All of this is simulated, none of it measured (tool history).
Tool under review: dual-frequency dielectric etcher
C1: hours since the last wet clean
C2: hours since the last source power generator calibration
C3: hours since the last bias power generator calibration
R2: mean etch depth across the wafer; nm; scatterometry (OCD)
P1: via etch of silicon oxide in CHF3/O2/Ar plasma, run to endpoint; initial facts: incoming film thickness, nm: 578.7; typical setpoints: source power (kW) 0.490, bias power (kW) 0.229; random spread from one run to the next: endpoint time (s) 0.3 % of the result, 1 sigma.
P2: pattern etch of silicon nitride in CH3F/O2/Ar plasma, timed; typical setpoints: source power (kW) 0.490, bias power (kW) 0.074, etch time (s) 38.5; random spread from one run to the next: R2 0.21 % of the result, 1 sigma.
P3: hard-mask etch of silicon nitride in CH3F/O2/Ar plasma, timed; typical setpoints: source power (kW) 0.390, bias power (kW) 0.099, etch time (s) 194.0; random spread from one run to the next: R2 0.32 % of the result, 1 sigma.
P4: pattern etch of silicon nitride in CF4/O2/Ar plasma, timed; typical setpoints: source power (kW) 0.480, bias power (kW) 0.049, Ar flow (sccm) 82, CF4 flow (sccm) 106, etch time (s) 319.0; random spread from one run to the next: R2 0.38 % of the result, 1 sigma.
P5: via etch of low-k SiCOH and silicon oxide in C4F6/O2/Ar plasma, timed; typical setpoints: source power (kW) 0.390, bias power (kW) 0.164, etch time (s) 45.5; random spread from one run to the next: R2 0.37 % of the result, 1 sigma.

{"run": 1, "hour": 3.9, "process that ran": "P1", "source power (kW)": 0.49, "bias power (kW)": 0.229, "C1": 306.9, "C2": 1032.7, "C3": 235.9, "endpoint time (s)": 297.88}
{"run": 2, "hour": 8.8, "process that ran": "P3", "source power (kW)": 0.39, "bias power (kW)": 0.099, "etch time (s)": 194.0, "C1": 311.8, "C2": 1037.6, "C3": 240.8, "R2": 150.47}
{"run": 3, "hour": 13.4, "process that ran": "P2", "source power (kW)": 0.49, "bias power (kW)": 0.074, "etch time (s)": 38.5, "C1": 316.4, "C2": 1042.2, "C3": 245.4, "R2": 28.801}
{"run": 4, "hour": 18.5, "process that ran": "P1", "source power (kW)": 0.49, "bias power (kW)": 0.229, "C1": 321.5, "C2": 1047.3, "C3": 250.5, "endpoint time (s)": 298.83}
{"run": 5, "hour": 23.1, "process that ran": "P5", "source power (kW)": 0.46, "bias power (kW)": 0.164, "etch time (s)": 45.5, "C1": 326.1, "C2": 1051.9, "C3": 255.1, "R2": 117.37}
{"run": 6, "hour": 26.2, "process that ran": "P5", "source power (kW)": 0.39, "bias power (kW)": 0.164, "etch time (s)": 28.5, "C1": 329.2, "C2": 1055.0, "C3": 258.2, "R2": 69.005}
{"run": 7, "hour": 29.9, "process that ran": "P1", "source power (kW)": 0.49, "bias power (kW)": 0.156, "C1": 332.9, "C2": 1058.7, "C3": 261.9, "endpoint time (s)": 341.38}
{"run": 8, "hour": 35.4, "process that ran": "P4", "source power (kW)": 0.67, "bias power (kW)": 0.049, "etch time (s)": 319.0, "Ar flow (sccm)": 82, "CF4 flow (sccm)": 106, "C1": 338.4, "C2": 1064.2, "C3": 267.4, "R2": 805.81}
{"run": 9, "hour": 39.2, "process that ran": "P1", "source power (kW)": 0.49, "bias power (kW)": 0.229, "C1": 342.2, "C2": 1068.0, "C3": 271.2, "endpoint time (s)": 297.23}
{"run": 10, "hour": 45.8, "process that ran": "P1", "source power (kW)": 0.49, "bias power (kW)": 0.229, "C1": 348.8, "C2": 1074.6, "C3": 277.8, "endpoint time (s)": 297.1}
{"run": 11, "hour": 50.4, "process that ran": "P1", "source power (kW)": 0.49, "bias power (kW)": 0.292, "C1": 353.4, "C2": 1079.2, "C3": 282.4, "endpoint time (s)": 272.96}
{"run": 12, "hour": 54.1, "process that ran": "P5", "source power (kW)": 0.39, "bias power (kW)": 0.164, "etch time (s)": 45.5, "C1": 357.1, "C2": 1082.9, "C3": 286.1, "R2": 110.79}
{"run": 13, "hour": 59.1, "process that ran": "P1", "source power (kW)": 0.49, "bias power (kW)": 0.229, "C1": 362.1, "C2": 1087.9, "C3": 291.1, "endpoint time (s)": 297.61}
{"run": 14, "hour": 63.0, "process that ran": "P3", "source power (kW)": 0.39, "bias power (kW)": 0.131, "etch time (s)": 194.0, "C1": 366.0, "C2": 1091.8, "C3": 295.0, "R2": 167.08}
{"run": 15, "hour": 66.9, "process that ran": "P3", "source power (kW)": 0.39, "bias power (kW)": 0.099, "etch time (s)": 291.5, "C1": 369.9, "C2": 1095.7, "C3": 298.9, "R2": 225.38}
{"run": 16, "hour": 72.2, "process that ran": "P3", "source power (kW)": 0.55, "bias power (kW)": 0.099, "etch time (s)": 194.0, "C1": 375.2, "C2": 1101.0, "C3": 304.2, "R2": 171.49}
{"run": 17, "hour": 76.1, "process that ran": "P4", "source power (kW)": 0.48, "bias power (kW)": 0.049, "etch time (s)": 319.0, "Ar flow (sccm)": 82, "CF4 flow (sccm)": 142, "C1": 379.1, "C2": 1104.9, "C3": 308.1, "R2": 619.23}
{"run": 18, "hour": 82.9, "process that ran": "P4", "source power (kW)": 0.48, "bias power (kW)": 0.049, "etch time (s)": 319.0, "Ar flow (sccm)": 59, "CF4 flow (sccm)": 106, "C1": 385.9, "C2": 1111.7, "C3": 314.9, "R2": 624.47}
{"run": 19, "hour": 86.5, "process that ran": "P2", "source power (kW)": 0.49, "bias power (kW)": 0.099, "etch time (s)": 38.5, "C1": 389.5, "C2": 1115.3, "C3": 318.5, "R2": 31.714}
{"run": 20, "hour": 92.2, "process that ran": "P1", "source power (kW)": 0.59, "bias power (kW)": 0.229, "C1": 395.2, "C2": 1121.0, "C3": 324.2, "endpoint time (s)": 277.57}
{"run": 21, "hour": 97.3, "process that ran": "P3", "source power (kW)": 0.39, "bias power (kW)": 0.099, "etch time (s)": 194.0, "C1": 400.3, "C2": 1126.1, "C3": 329.3, "R2": 151.18}
{"hour": 99.6, "done": "wet clean of the chamber"}
{"run": 22, "hour": 103.5, "process that ran": "P1", "source power (kW)": 0.49, "bias power (kW)": 0.229, "C1": 3.9, "C2": 1132.3, "C3": 335.5, "endpoint time (s)": 298.86}
{"run": 23, "hour": 107.9, "process that ran": "P1", "source power (kW)": 0.68, "bias power (kW)": 0.174, "C1": 8.3, "C2": 1136.7, "C3": 339.9, "endpoint time (s)": 290.24}
{"run": 24, "hour": 112.7, "process that ran": "P1", "source power (kW)": 0.35, "bias power (kW)": 0.229, "C1": 13.1, "C2": 1141.5, "C3": 344.7, "endpoint time (s)": 338.04}
{"hour": 115.9, "done": "source power generator calibrated"}
{"run": 25, "hour": 117.1, "process that ran": "P5", "source power (kW)": 0.39, "bias power (kW)": 0.217, "etch time (s)": 45.5, "C1": 17.5, "C2": 1.2, "C3": 349.1, "R2": 120.67}
{"run": 26, "hour": 123.6, "process that ran": "P1", "source power (kW)": 0.63, "bias power (kW)": 0.308, "C1": 24.0, "C2": 7.7, "C3": 355.6, "endpoint time (s)": 243.93}
{"run": 27, "hour": 127.8, "process that ran": "P1", "source power (kW)": 0.49, "bias power (kW)": 0.229, "C1": 28.2, "C2": 11.9, "C3": 359.8, "endpoint time (s)": 298.52}

Run 28, settings as shown, results not yet in. Your forecast:
{"run": 28, "hour": 134.1, "process that ran": "P4", "source power (kW)": 0.48, "bias power (kW)": 0.049, "etch time (s)": 319.0, "Ar flow (sccm)": 82, "CF4 flow (sccm)": 106, "C1": 34.5, "C2": 18.2, "C3": 366.1, "R2": "?"}

Run 28 came out at R2 597.220 nm.

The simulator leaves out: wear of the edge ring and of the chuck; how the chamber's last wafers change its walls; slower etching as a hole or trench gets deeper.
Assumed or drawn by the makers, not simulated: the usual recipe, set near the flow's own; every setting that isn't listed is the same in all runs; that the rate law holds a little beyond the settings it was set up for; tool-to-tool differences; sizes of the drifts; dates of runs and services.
